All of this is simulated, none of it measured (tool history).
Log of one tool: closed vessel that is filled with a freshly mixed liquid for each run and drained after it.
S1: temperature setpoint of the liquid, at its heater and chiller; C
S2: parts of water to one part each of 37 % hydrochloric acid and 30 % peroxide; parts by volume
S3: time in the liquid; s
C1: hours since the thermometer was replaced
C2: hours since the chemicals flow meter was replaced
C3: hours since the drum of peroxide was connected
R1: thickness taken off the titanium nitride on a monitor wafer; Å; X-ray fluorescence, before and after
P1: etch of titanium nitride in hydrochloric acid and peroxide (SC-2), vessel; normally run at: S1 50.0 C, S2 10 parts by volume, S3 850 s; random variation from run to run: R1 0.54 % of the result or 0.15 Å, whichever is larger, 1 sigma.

| run | day | S1 | S2 | S3 | C1 | C2 | C3 | R1 |
|---|---|---|---|---|---|---|---|---|
| 1 | 0.412 | 50.0 | 10 | 850 | 542.3 | 191.9 | 382.6 | 310.660 |
| 2 | 0.867 | 35.5 | 15 | 850 | 553.2 | 202.8 | 393.5 | 79.407 |
| 3 | 1.104 | 50.0 | 10 | 1675 | 558.9 | 208.5 | 399.2 | 609.630 |
| 4 | 1.542 | 50.0 | 18 | 850 | 569.4 | 219.0 | 409.7 | 184.580 |
| 5 | 1.896 | 50.0 | 10 | 850 | 577.9 | 227.5 | 418.2 | 308.240 |
| 6 | 2.350 | 50.0 | 10 | 850 | 588.8 | 238.4 | 429.1 | 309.490 |
| 7 | 2.821 | 35.0 | 10 | 850 | 600.1 | 249.7 | 440.4 | 108.250 |
| 8 | 3.075 | 66.5 | 10 | 850 | 606.2 | 255.8 | 446.5 | 874.680 |
| 9 | 3.542 | 50.0 | 10 | 850 | 617.4 | 267.0 | 457.7 | 309.230 |
| 10 | 3.996 | 50.0 | 10 | 30 | 628.3 | 277.9 | 468.6 | 10.775 |
| 11 | 4.442 | 50.0 | 10 | 850 | 639.0 | 288.6 | 479.3 | 311.680 |
| 12 | 4.733 | 50.0 | 4 | 850 | 646.0 | 295.6 | 486.3 | 616.210 |
| 13 | 5.033 | 50.0 | 10 | 850 | 653.2 | 302.8 | 493.5 | 309.760 |
| 14 | 5.442 | 50.0 | 10 | 850 | 663.0 | 312.6 | 503.3 | 322.340 |
| 15 | 5.696 | 50.0 | 10 | 850 | 669.1 | 318.7 | 509.4 | 330.930 |
| 16 | 5.979 | 50.0 | 10 | 850 | 675.9 | 325.5 | 516.2 | 333.410 |
| 17 | 6.200 | 50.0 | 10 | 850 | 681.2 | 330.8 | 521.5 | 332.330 |
| 18 | 6.646 | 50.0 | 10 | 850 | 691.9 | 341.5 | 532.2 | 334.910 |
| 19 | 7.104 | 50.0 | 10 | 850 | 702.9 | 352.5 | 543.2 | 337.160 |
| 20 | 7.333 | 50.0 | 10 | 850 | 708.4 | 358.0 | 548.7 | 335.810 |

What P1 gives has crept away from where it was. These 2 causes fit the log equally well, each at the size given:
A: liquid hotter than its thermometer reads (K) = 1.26
B: chemicals flow above the setpoint (%) = 10.6
The creep began at about day 5.033.
Why every other cause is out:
peroxide weaker than its label (%): at most 8, which would move R1 by -7.4 %: too little, or the wrong way

4 check runs are offered, each on 3 wafers whose results are averaged, their results left as question marks. Which one tells the causes apart?
| check 1 | 7.562 | 35.0 | 4.5 | 850 |  |  |  | ? |
| check 2 | 7.562 | 50.0 | 17.5 | 1615 |  |  |  | ? |
| check 3 | 7.562 | 38.5 | 10.0 | 850 |  |  |  | ? |
| check 4 | 7.562 | 64.5 | 10.0 | 195 |  |  |  | ? |

What each check would give under each cause:
| check | result | if A | if B |
|---|---|---|---|
| check 1 | R1 | 219.910 | 214.820 |
| check 2 | R1 | 394.240 | 396.710 |
| check 3 | R1 | 153.210 | 152.180 |
| check 4 | R1 | 193.770 | 195.040 |
How far apart the two closest causes lie, in the result that separates them most: check 1 2.34 %; check 2 0.62 %; check 3 0.68 %; check 4 0.65 %
Check 1 tells the causes apart: in the others they would give nearly the same result.

Then check 1 was run and gave: R1 219.110 Å. Which cause is it?

It is A: liquid hotter than its thermometer reads (K).

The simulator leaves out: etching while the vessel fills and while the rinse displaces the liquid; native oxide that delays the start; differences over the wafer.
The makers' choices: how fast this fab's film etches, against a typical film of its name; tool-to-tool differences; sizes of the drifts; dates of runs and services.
